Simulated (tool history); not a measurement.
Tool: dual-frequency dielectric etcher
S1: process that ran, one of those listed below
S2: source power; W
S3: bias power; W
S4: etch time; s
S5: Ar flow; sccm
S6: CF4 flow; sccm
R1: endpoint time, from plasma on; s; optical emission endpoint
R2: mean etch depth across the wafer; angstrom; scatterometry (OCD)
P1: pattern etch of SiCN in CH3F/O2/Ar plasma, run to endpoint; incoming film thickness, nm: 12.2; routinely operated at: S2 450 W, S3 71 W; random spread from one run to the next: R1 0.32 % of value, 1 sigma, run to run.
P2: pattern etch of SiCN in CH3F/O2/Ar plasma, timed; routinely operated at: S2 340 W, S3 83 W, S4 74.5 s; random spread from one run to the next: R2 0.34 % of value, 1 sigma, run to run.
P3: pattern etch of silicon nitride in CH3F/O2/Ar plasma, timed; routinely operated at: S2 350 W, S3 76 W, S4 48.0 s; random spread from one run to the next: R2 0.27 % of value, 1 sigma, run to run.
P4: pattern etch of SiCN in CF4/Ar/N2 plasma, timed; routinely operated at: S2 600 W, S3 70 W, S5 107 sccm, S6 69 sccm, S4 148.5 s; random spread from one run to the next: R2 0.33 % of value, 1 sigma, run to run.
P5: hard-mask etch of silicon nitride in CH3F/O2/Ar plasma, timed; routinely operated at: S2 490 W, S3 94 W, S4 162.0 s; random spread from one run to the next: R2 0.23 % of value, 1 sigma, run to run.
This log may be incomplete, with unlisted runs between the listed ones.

{"run": 1, "day": 0.267, "S1": "P1", "S2": 450, "S3": 71, "R1": 31.93}
{"run": 2, "day": 0.45, "S1": "P3", "S2": 350, "S3": 76, "S4": 27.5, "R2": 191.59}
{"run": 3, "day": 0.617, "S1": "P4", "S2": 600, "S3": 70, "S4": 209.5, "S5": 107, "S6": 69, "R2": 2262.4}
{"run": 4, "day": 0.775, "S1": "P1", "S2": 530, "S3": 71, "R1": 30.123}
{"run": 5, "day": 0.946, "S1": "P2", "S2": 340, "S3": 83, "S4": 74.5, "R2": 275.33}
{"run": 6, "day": 1.15, "S1": "P4", "S2": 370, "S3": 70, "S4": 148.5, "S5": 107, "S6": 69, "R2": 1047.4}
{"run": 7, "day": 1.446, "S1": "P3", "S2": 350, "S3": 76, "S4": 48.0, "R2": 334.68}
{"run": 8, "day": 1.612, "S1": "P4", "S2": 600, "S3": 70, "S4": 148.5, "S5": 107, "S6": 69, "R2": 1600.7}
{"run": 9, "day": 1.758, "S1": "P5", "S2": 290, "S3": 94, "S4": 162.0, "R2": 1144.4}
{"run": 10, "day": 1.971, "S1": "P1", "S2": 450, "S3": 101, "R1": 28.135}
{"run": 11, "day": 2.254, "S1": "P2", "S2": 450, "S3": 83, "S4": 74.5, "R2": 304.95}
{"run": 12, "day": 2.471, "S1": "P4", "S2": 600, "S3": 52, "S4": 148.5, "S5": 107, "S6": 69, "R2": 1454.2}
{"run": 13, "day": 2.729, "S1": "P1", "S2": 450, "S3": 71, "R1": 31.959}
{"run": 14, "day": 2.996, "S1": "P1", "S2": 450, "S3": 41, "R1": 38.042}
{"run": 15, "day": 3.275, "S1": "P1", "S2": 340, "S3": 71, "R1": 35.552}
{"run": 16, "day": 3.421, "S1": "P5", "S2": 490, "S3": 94, "S4": 162.0, "R2": 1388.2}
{"run": 17, "day": 3.579, "S1": "P1", "S2": 540, "S3": 43, "R1": 35.147}
{"day": 3.804, "done": "source power generator calibrated"}
{"run": 18, "day": 3.846, "S1": "P1", "S2": 450, "S3": 71, "R1": 31.873}
{"run": 19, "day": 4.083, "S1": "P4", "S2": 600, "S3": 70, "S4": 148.5, "S5": 133, "S6": 69, "R2": 1553.6}
{"run": 20, "day": 4.3, "S1": "P1", "S2": 450, "S3": 71, "R1": 31.955}
{"run": 21, "day": 4.562, "S1": "P2", "S2": 340, "S3": 83, "S4": 53.5, "R2": 197.48}
{"run": 22, "day": 4.829, "S1": "P3", "S2": 350, "S3": 76, "S4": 48.0, "R2": 335.55}
{"run": 23, "day": 5.104, "S1": "P3", "S2": 350, "S3": 49, "S4": 48.0, "R2": 289.46}
{"run": 24, "day": 5.342, "S1": "P4", "S2": 600, "S3": 70, "S4": 148.5, "S5": 107, "S6": 88, "R2": 1659.3}
{"run": 25, "day": 5.646, "S1": "P2", "S2": 340, "S3": 83, "S4": 74.5, "R2": 275.22}

Forecast run 26:
{"run": 26, "day": 5.908, "S1": "P5", "S2": 490, "S3": 94, "S4": 98.0, "R2": "?"}

{"run 26": {"R2": 837.21}}

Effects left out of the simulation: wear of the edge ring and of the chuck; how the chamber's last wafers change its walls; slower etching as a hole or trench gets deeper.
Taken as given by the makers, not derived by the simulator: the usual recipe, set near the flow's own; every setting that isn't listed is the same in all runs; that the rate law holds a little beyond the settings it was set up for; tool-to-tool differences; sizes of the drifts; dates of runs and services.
